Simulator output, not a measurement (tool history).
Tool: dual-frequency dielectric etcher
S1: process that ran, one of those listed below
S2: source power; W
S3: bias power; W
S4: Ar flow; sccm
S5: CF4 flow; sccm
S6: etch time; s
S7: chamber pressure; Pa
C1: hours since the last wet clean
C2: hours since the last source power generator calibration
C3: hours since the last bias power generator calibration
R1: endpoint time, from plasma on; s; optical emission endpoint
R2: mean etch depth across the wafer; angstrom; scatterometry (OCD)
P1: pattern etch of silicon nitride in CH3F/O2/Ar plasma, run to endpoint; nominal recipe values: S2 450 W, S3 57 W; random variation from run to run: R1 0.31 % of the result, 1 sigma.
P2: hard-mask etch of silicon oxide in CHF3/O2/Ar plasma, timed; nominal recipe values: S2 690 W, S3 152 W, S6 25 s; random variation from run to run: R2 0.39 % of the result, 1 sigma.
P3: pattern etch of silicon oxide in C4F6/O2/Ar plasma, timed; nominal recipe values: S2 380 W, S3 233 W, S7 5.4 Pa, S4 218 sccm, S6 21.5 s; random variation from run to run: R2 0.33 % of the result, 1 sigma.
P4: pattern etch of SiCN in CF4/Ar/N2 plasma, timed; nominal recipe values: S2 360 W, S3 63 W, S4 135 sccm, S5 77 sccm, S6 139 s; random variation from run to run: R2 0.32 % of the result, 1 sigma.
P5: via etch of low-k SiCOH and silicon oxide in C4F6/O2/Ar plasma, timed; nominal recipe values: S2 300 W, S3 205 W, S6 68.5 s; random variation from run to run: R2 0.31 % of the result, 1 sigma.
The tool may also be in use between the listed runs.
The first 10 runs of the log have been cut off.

| run | hour | S1 | S2 | S3 | S4 | S5 | S6 | S7 | C1 | C2 | C3 | R1 | R2 |
|---|---|---|---|---|---|---|---|---|---|---|---|---|---|
| 11 | 98.3 | P5 | 300 | 205 |  |  | 68.5 |  | 57.7 | 34.9 | 676.3 |  | 1663.6 |
| 12 | 106.6 | P1 | 560 | 57 |  |  |  |  | 66 | 43.2 | 684.6 | 47.255 |  |
| 13 | 117.7 | P1 | 450 | 57 |  |  |  |  | 77.1 | 54.3 | 695.7 | 51.445 |  |
| 14 | 125.9 | P5 | 300 | 205 |  |  | 68.5 |  | 85.3 | 62.5 | 703.9 |  | 1663.8 |
| 15 | 131 | P2 | 950 | 152 |  |  | 25 |  | 90.4 | 67.6 | 709 |  | 551.66 |
| 16 | 137.7 | P2 | 690 | 152 |  |  | 14.5 |  | 97.1 | 74.3 | 715.7 |  | 281.66 |
| 17 | 147.7 | P5 | 300 | 149 |  |  | 68.5 |  | 107.1 | 84.3 | 725.7 |  | 1502.9 |
| 18 | 155.2 | P4 | 360 | 63 | 135 | 77 | 96.5 |  | 114.6 | 91.8 | 733.2 |  | 640.15 |
| 19 | 164.8 | P4 | 480 | 63 | 135 | 77 | 139 |  | 124.2 | 101.4 | 742.8 |  | 1184 |
| 20 | 175.9 | P1 | 450 | 57 |  |  |  |  | 135.3 | 112.5 | 753.9 | 51.563 |  |
| 21 | 183.5 | P4 | 360 | 50 | 135 | 77 | 139 |  | 142.9 | 120.1 | 761.5 |  | 853.52 |
| 22 | 192.9 | P3 | 380 | 233 | 218 |  | 26.5 | 5.4 | 152.3 | 129.5 | 770.9 |  | 870.59 |
| 23 | 198 | P3 | 380 | 233 | 218 |  | 21.5 | 5.4 | 157.4 | 134.6 | 776 |  | 703.81 |
| 24 | 207.8 | P2 | 690 | 152 |  |  | 25 |  | 167.2 | 144.4 | 785.8 |  | 486.75 |
| 25 | 215.3 | P5 | 300 | 205 |  |  | 44.5 |  | 174.7 | 151.9 | 793.3 |  | 1080.3 |
| 26 | 221.2 | P3 | 300 | 233 | 218 |  | 21.5 | 5.4 | 180.6 | 157.8 | 799.2 |  | 644.05 |
| 27 | 226.4 | P1 | 450 | 43 |  |  |  |  | 185.8 | 163 | 804.4 | 56.166 |  |
| 28 | 234.9 | P1 | 270 | 57 |  |  |  |  | 194.3 | 171.5 | 812.9 | 62.764 |  |
|  | 237.5 | bias power generator calibrated |
| 29 | 240.1 | P1 | 450 | 57 |  |  |  |  | 199.5 | 176.7 | 2.7 | 51.325 |  |
| 30 | 249.9 | P3 | 380 | 326 | 218 |  | 21.5 | 5.4 | 209.3 | 186.5 | 12.5 |  | 791.16 |
| 31 | 258 | P4 | 360 | 63 | 79 | 77 | 139 |  | 217.4 | 194.6 | 20.6 |  | 1003.7 |
| 32 | 268.8 | P1 | 450 | 57 |  |  |  |  | 228.2 | 205.4 | 31.4 | 51.559 |  |
| 33 | 274.8 | P4 | 360 | 63 | 135 | 91 | 139 |  | 234.2 | 211.4 | 37.4 |  | 951.04 |

Predict the results of run 34:
| 34 | 284.3 | P3 | 380 | 233 | 299 |  | 21.5 | 5.4 | 243.7 | 220.9 | 46.9 |  | ? |

R2: 681.46 angstrom
